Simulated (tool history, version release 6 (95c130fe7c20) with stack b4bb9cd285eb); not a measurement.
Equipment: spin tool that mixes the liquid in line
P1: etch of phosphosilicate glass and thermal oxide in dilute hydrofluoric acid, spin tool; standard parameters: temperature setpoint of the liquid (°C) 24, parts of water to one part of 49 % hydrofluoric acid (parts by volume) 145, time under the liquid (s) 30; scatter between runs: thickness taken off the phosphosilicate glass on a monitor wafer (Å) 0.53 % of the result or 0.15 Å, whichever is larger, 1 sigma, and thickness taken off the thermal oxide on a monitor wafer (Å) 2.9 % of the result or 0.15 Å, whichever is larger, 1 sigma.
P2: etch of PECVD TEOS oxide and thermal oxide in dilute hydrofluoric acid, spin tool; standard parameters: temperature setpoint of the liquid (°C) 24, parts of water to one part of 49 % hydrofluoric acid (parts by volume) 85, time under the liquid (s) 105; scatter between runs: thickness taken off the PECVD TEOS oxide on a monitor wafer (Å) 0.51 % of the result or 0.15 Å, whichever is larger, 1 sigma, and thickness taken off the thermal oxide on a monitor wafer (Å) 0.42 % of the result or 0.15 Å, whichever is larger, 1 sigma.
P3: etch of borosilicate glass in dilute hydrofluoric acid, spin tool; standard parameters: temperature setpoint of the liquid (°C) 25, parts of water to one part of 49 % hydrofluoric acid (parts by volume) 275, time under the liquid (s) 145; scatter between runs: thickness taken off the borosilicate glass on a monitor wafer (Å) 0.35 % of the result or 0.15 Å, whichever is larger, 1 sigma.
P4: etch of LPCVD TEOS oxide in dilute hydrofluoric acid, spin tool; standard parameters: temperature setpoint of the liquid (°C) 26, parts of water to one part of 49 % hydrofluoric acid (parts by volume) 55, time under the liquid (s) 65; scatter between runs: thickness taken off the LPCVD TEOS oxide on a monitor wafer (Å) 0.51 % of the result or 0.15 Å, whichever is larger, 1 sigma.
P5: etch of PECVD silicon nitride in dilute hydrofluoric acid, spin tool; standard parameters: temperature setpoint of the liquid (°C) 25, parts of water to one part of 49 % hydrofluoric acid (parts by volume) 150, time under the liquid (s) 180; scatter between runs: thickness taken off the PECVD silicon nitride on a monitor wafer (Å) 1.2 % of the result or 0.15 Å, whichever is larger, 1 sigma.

run   hour  process that ran  temperature setpoint of the liquid (°C)  parts of water to one part of 49 % hydrofluoric acid (parts by volume)  time under the liquid (s)  hours since the thermometer was replaced  hours since the hydrofluoric acid flow meter was replaced  thickness taken off the phosphosilicate glass on a monitor wafer (Å)  thickness taken off the thermal oxide on a monitor wafer (Å)  thickness taken off the LPCVD TEOS oxide on a monitor wafer (Å)  thickness taken off the PECVD silicon nitride on a monitor wafer (Å)  thickness taken off the PECVD TEOS oxide on a monitor wafer (Å)  thickness taken off the borosilicate glass on a monitor wafer (Å)
  1    3.4                P1                                       24                                                                     145                         30                                    1710.5                                                      709.3                                                                291.44                                                         8.795
  2      6                P1                                       24                                                                     145                         30                                    1713.1                                                      711.9                                                                286.35                                                        8.1789
  3    9.8                P4                                       26                                                                      55                         65                                    1716.9                                                      715.7                                                                                                                                                                                               329.99
  4   12.3                P5                                       25                                                                     260                        180                                    1719.4                                                      718.2                                                                                                                                                                                                                                                                     12.446
  5     16                P2                                       24                                                                      25                        105                                    1723.1                                                      721.9                                                                                                                              217.29                                                                                                                                                                                                  1314.8
  6   19.2                P3                                       25                                                                      55                        145                                    1726.3                                                      725.1                                                                                                                                                                                                                                                                                                                                                                                                         903.64
  7   21.1                P1                                       24                                                                     145                         15                                    1728.2                                                        727                                                                144.87                                                        4.4014
  8   24.8                P4                                       26                                                                      90                         65                                    1731.9                                                      730.7                                                                                                                                                                                               193.97
  9   27.4                P3                                       25                                                                     275                        145                                    1734.5                                                      733.3                                                                                                                                                                                                                                                                                                                                                                                                         139.85
 10   30.9                P5                                       32                                                                     150                        180                                      1738                                                      736.8                                                                                                                                                                                                                                                                     33.674
 11   34.1                P4                                       33                                                                      55                         65                                    1741.2                                                        740                                                                                                                                                                                               433.18
 12   37.9                P3                                       25                                                                     275                        235                                      1745                                                      743.8                                                                                                                                                                                                                                                                                                                                                                                                         228.54
 13   42.1                P1                                       24                                                                     145                         50                                    1749.2                                                        748                                                                475.17                                                        13.922
 14   46.4                P5                                       25                                                                     150                        180                                    1753.5                                                      752.3                                                                                                                                                                                                                                                                     22.207
 15   49.9                P5                                       25                                                                     150                        180                                      1757                                                      755.8                                                                                                                                                                                                                                                                     21.885
 16   53.5                P5                                       25                                                                     150                        305                                    1760.6                                                      759.4                                                                                                                                                                                                                                                                     37.268
      55.5  -- thermometer replaced
 17   56.7                P4                                       26                                                                      55                         25                                       1.2                                                      762.6                                                                                                                                                                                               129.42
 18   60.4                P1                                       24                                                                     145                         30                                       4.9                                                      766.3                                                                285.59                                                        8.7587
 19   63.3                P1                                       24                                                                      75                         15                                       7.8                                                      769.2                                                                300.67                                                        9.0729
 20     66                P1                                       24                                                                     145                         30                                      10.5                                                      771.9                                                                287.28                                                        8.4749
 21   69.8                P2                                       24                                                                      85                        105                                      14.3                                                      775.7                                                                                                                              59.371                                                                                                                                                                                                  359.11
 22   73.7                P2                                       24                                                                      85                         45                                      18.2                                                      779.6                                                                                                                              25.287                                                                                                                                                                                                  154.01
 23   76.2                P1                                       24                                                                      50                         30                                      20.7                                                      782.1                                                                935.49                                                        27.799
 24     79                P1                                       24                                                                     205                         30                                      23.5                                                      784.9                                                                 190.2                                                        5.6193
 25   82.7                P2                                       24                                                                      85                        105                                      27.2                                                      788.6                                                                                                                              59.456                                                                                                                                                                                                  358.83
 26   86.1                P4                                       26                                                                      55                         65                                      30.6                                                        792                                                                                                                                                                                               332.71
 27     89                P1                                       30                                                                     145                         30                                      33.5                                                      794.9                                                                358.18                                                        10.385
      91.6  -- hydrofluoric acid flow meter replaced
 28   92.6                P1                                       17                                                                     145                         30                                      37.1                                                          1                                                                218.04                                                        6.6585
 29   94.8                P3                                     33.5                                                                     275                        145                                      39.3                                                        3.2                                                                                                                                                                                                                                                                                                                                                                                                         186.37
 30   97.1                P3                                       25                                                                     275                        145                                      41.6                                                        5.5                                                                                                                                                                                                                                                                                                                                                                                                         141.14
 31  100.6                P2                                     31.5                                                                      85                        105                                      45.1                                                          9                                                                                                                              78.742                                                                                                                                                                                                  480.81
 32  103.6                P1                                       24                                                                     145                         30                                      48.1                                                         12                                                                287.03                                                        9.1307
 33  107.6                P1                                       24                                                                     145                         30                                      52.1                                                         16                                                                293.54                                                        9.0198
 34  110.6                P1                                       24                                                                     145                         30                                      55.1                                                         19                                                                301.82                                                        9.2931
 35  113.9                P1                                       24                                                                     145                         30                                      58.4                                                       22.3                                                                304.77                                                        9.4099
 36  117.3                P1                                       24                                                                     145                         30                                      61.8                                                       25.7                                                                 306.1                                                        9.1724
 37  119.8                P1                                       24                                                                     145                         30                                      64.3                                                       28.2                                                                308.75                                                        9.5115
 38    124                P1                                       24                                                                     145                         30                                      68.5                                                       32.4                                                                306.77                                                        9.7759
 39    127                P1                                       24                                                                     145                         30                                      71.5                                                       35.4                                                                313.35                                                         9.997
 40  130.4                P1                                       24                                                                     145                         30                                      74.9                                                       38.8                                                                310.18                                                        9.0525
 41    133                P1                                       24                                                                     145                         30                                      77.5                                                       41.4                                                                310.91                                                        9.0955

What P1 gives has crept off from where it sat before. The 2 causes that follow fit the log equally well, each at the size noted:
A: liquid hotter than its thermometer reads (K) = 2.03
B: hydrofluoric acid flow above the setpoint (%) = 6.83
The creep began at about hour 103.6.

Which of the check runs below tells the causes apart, meaning the causes would give it clearly different results? Each run uses 3 wafers whose results are averaged, and each result is shown as a question mark.
check 1  135.6                P5                                       25                                                                     150                        300                                                                                                                                                                                                                                                                                                                                                                               ?
check 2  135.6                P3                                       33                                                                      60                        145                                                                                                                                                                                                                                                                                                                                                                                                                                                                                                                   ?
check 3  135.6                P2                                     31.5                                                                      85                        105                                                                                                                                                                                                                                        ?                                                                                                                                                                                                       ?
check 4  135.6                P4                                       26                                                                      90                         65                                                                                                                                                                                                                                                                                                         ?

How each check would come out, cause by cause:
  check                                                                result    if A    if B
check 1  thickness taken off the PECVD silicon nitride on a monitor wafer (Å)  41.281  38.759
check 2     thickness taken off the borosilicate glass on a monitor wafer (Å)  1222.4  1217.6
check 3          thickness taken off the thermal oxide on a monitor wafer (Å)  85.287  85.184
check 3       thickness taken off the PECVD TEOS oxide on a monitor wafer (Å)  516.61  515.99
check 4       thickness taken off the LPCVD TEOS oxide on a monitor wafer (Å)  209.39  208.29
How far apart the two closest causes lie, in the result that separates them most: check 1 6.31 %; check 2 0.39 %; check 3 0.12 %; check 4 0.53 %
The causes can be told apart only by check 1. The other checks would give nearly the same results under each of them.

Check 1 has now been run. It gave: thickness taken off the PECVD silicon nitride on a monitor wafer (Å) 40.927. Which of the candidate causes is it?

The cause is A: liquid hotter than its thermometer reads (K).
